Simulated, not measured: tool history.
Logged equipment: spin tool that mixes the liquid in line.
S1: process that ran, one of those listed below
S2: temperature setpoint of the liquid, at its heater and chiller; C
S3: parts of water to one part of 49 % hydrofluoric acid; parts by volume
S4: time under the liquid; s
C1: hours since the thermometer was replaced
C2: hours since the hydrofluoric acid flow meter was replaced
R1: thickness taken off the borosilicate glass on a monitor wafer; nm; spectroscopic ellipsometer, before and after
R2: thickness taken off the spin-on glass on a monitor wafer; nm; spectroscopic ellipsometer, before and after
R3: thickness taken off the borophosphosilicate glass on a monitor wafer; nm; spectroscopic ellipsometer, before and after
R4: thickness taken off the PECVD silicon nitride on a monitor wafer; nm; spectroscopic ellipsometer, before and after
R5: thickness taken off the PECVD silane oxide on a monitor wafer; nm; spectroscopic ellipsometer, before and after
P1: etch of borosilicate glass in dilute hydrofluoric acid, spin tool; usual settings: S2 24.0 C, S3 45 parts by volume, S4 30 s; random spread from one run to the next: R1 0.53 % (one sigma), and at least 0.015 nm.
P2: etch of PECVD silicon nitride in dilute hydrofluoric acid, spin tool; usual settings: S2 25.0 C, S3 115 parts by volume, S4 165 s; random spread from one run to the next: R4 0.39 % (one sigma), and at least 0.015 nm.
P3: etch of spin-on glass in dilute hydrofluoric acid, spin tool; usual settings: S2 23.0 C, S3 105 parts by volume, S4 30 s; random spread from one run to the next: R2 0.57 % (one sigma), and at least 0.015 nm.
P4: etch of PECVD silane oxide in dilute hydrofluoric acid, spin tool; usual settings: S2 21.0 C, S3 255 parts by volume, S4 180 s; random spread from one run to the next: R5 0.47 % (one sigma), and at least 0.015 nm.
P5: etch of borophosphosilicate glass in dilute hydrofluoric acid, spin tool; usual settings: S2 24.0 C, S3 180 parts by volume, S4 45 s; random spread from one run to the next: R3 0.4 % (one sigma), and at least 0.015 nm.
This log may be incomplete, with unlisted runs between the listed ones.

run 1 hour=4.6 | S1=P1 S2=24.0 S3=45 S4=30 | C1=206.6 C2=750.6 | R1=18.3590
run 2 hour=8.9 | S1=P1 S2=28.5 S3=45 S4=30 | C1=210.9 C2=754.9 | R1=22.1140
run 3 hour=11.9 | S1=P3 S2=23.0 S3=105 S4=30 | C1=213.9 C2=757.9 | R2=12.1360
run 4 hour=16.5 | S1=P1 S2=24.0 S3=70 S4=30 | C1=218.5 C2=762.5 | R1=11.4320
run 5 hour=20.8 | S1=P1 S2=31.0 S3=45 S4=15 | C1=222.8 C2=766.8 | R1=12.3050
run 6 hour=25.9 | S1=P1 S2=24.0 S3=45 S4=30 | C1=227.9 C2=771.9 | R1=18.3770
run 7 hour=31.5 | S1=P1 S2=24.0 S3=45 S4=15 | C1=233.5 C2=777.5 | R1=9.2224
run 8 hour=35.0 | S1=P1 S2=24.0 S3=45 S4=30 | C1=237.0 C2=781.0 | R1=18.4400
run 9 hour=40.3 | S1=P5 S2=17.0 S3=180 S4=45 | C1=242.3 C2=786.3 | R3=8.4292
run 10 hour=43.1 | S1=P3 S2=17.0 S3=105 S4=30 | C1=245.1 C2=789.1 | R2=9.4831
run 11 hour=46.8 | S1=P1 S2=31.0 S3=45 S4=45 | C1=248.8 C2=792.8 | R1=36.6140
-- hour=49.8 thermometer replaced
run 12 hour=52.9 | S1=P2 S2=25.0 S3=115 S4=320 | C1=3.1 C2=798.9 | R4=16.2890
run 13 hour=56.2 | S1=P3 S2=23.0 S3=45 S4=30 | C1=6.4 C2=802.2 | R2=30.0400
run 14 hour=61.7 | S1=P5 S2=24.0 S3=180 S4=45 | C1=11.9 C2=807.7 | R3=11.0880
run 15 hour=66.7 | S1=P1 S2=30.5 S3=60 S4=30 | C1=16.9 C2=812.7 | R1=17.5280
run 16 hour=69.5 | S1=P1 S2=24.0 S3=45 S4=60 | C1=19.7 C2=815.5 | R1=36.9590
run 17 hour=75.0 | S1=P4 S2=21.0 S3=65 S4=180 | C1=25.2 C2=821.0 | R5=70.6970
run 18 hour=80.3 | S1=P1 S2=24.0 S3=45 S4=30 | C1=30.5 C2=826.3 | R1=18.3600
run 19 hour=86.3 | S1=P5 S2=24.0 S3=35 S4=45 | C1=36.5 C2=832.3 | R3=68.3620
run 20 hour=91.9 | S1=P1 S2=24.0 S3=20 S4=30 | C1=42.1 C2=837.9 | R1=42.9650
run 21 hour=95.4 | S1=P4 S2=17.0 S3=255 S4=180 | C1=45.6 C2=841.4 | R5=12.6650
run 22 hour=99.0 | S1=P2 S2=33.0 S3=115 S4=165 | C1=49.2 C2=845.0 | R4=13.9120
run 23 hour=101.8 | S1=P2 S2=25.0 S3=115 S4=165 | C1=52.0 C2=847.8 | R4=8.3243
run 24 hour=105.9 | S1=P3 S2=23.0 S3=105 S4=60 | C1=56.1 C2=851.9 | R2=24.0330
run 25 hour=109.2 | S1=P4 S2=21.0 S3=255 S4=30 | C1=59.4 C2=855.2 | R5=2.4372
run 26 hour=114.9 | S1=P2 S2=25.0 S3=160 S4=165 | C1=65.1 C2=860.9 | R4=6.0550
run 27 hour=120.3 | S1=P4 S2=21.0 S3=255 S4=180 | C1=70.5 C2=866.3 | R5=14.6690
run 28 hour=124.9 | S1=P1 S2=24.0 S3=45 S4=30 | C1=75.1 C2=870.9 | R1=18.4290
run 29 hour=131.0 | S1=P5 S2=24.0 S3=180 S4=70 | C1=81.2 C2=877.0 | R3=17.2000
run 30 hour=135.2 | S1=P1 S2=18.5 S3=45 S4=30 | C1=85.4 C2=881.2 | R1=14.5060
run 31 hour=139.9 | S1=P1 S2=24.0 S3=45 S4=30 | C1=90.1 C2=885.9 | R1=18.5200
run 32 hour=144.5 | S1=P1 S2=24.0 S3=45 S4=30 | C1=94.7 C2=890.5 | R1=18.3690
run 33 hour=149.8 | S1=P1 S2=24.0 S3=45 S4=30 | C1=100.0 C2=895.8 | R1=18.7710
run 34 hour=154.8 | S1=P1 S2=24.0 S3=45 S4=30 | C1=105.0 C2=900.8 | R1=18.9970
run 35 hour=159.4 | S1=P1 S2=24.0 S3=45 S4=30 | C1=109.6 C2=905.4 | R1=19.2910
run 36 hour=163.6 | S1=P1 S2=24.0 S3=45 S4=30 | C1=113.8 C2=909.6 | R1=19.4090
run 37 hour=167.2 | S1=P1 S2=24.0 S3=45 S4=30 | C1=117.4 C2=913.2 | R1=19.6340
run 38 hour=172.3 | S1=P1 S2=24.0 S3=45 S4=30 | C1=122.5 C2=918.3 | R1=19.5420
run 39 hour=178.4 | S1=P1 S2=24.0 S3=45 S4=30 | C1=128.6 C2=924.4 | R1=19.5470
run 40 hour=182.8 | S1=P1 S2=24.0 S3=45 S4=30 | C1=133.0 C2=928.8 | R1=19.4920
run 41 hour=186.6 | S1=P1 S2=24.0 S3=45 S4=30 | C1=136.8 C2=932.6 | R1=19.6180

Compared with where it was, what P1 gives has crept away. Each cause listed below fits the log as well as the rest, at the size given for it:
A: liquid hotter than its thermometer reads (K) = 1.46
B: hydrofluoric acid flow above the setpoint (%) = 5.8
The gradual shift began around hour 144.5.

Question marks stand in for the results of the 4 check runs listed below, each run on one wafer. Under which run would the listed causes show clearly different results?
run check 1 hour=190.4 | S1=P5 S2=17.0 S3=80 S4=45 | R3=?
run check 2 hour=190.4 | S1=P3 S2=19.0 S3=105 S4=60 | R2=?
run check 3 hour=190.4 | S1=P2 S2=32.5 S3=115 S4=285 | R4=?
run check 4 hour=190.4 | S1=P4 S2=21.0 S3=70 S4=180 | R5=?

Predicted outcomes, by check and by cause:
check=check_1 result=R3 if_A=22.3580 if_B=22.3400
check=check_2 result=R2 if_A=21.8640 if_B=21.9250
check=check_3 result=R4 if_A=25.4160 if_B=24.6370
check=check_4 result=R5 if_A=69.1460 if_B=69.1970
Per-check spread between the two closest causes, in the result where they differ most: check 1 0.08 %; check 2 0.28 %; check 3 3.12 %; check 4 0.07 %
Only in check 3 would the causes give clearly different results; in the remaining checks their results would be nearly the same.

Running check 3 produced the following: R4 25.4840 nm. Which one of the listed causes fits?

It was cause A: liquid hotter than its thermometer reads (K).
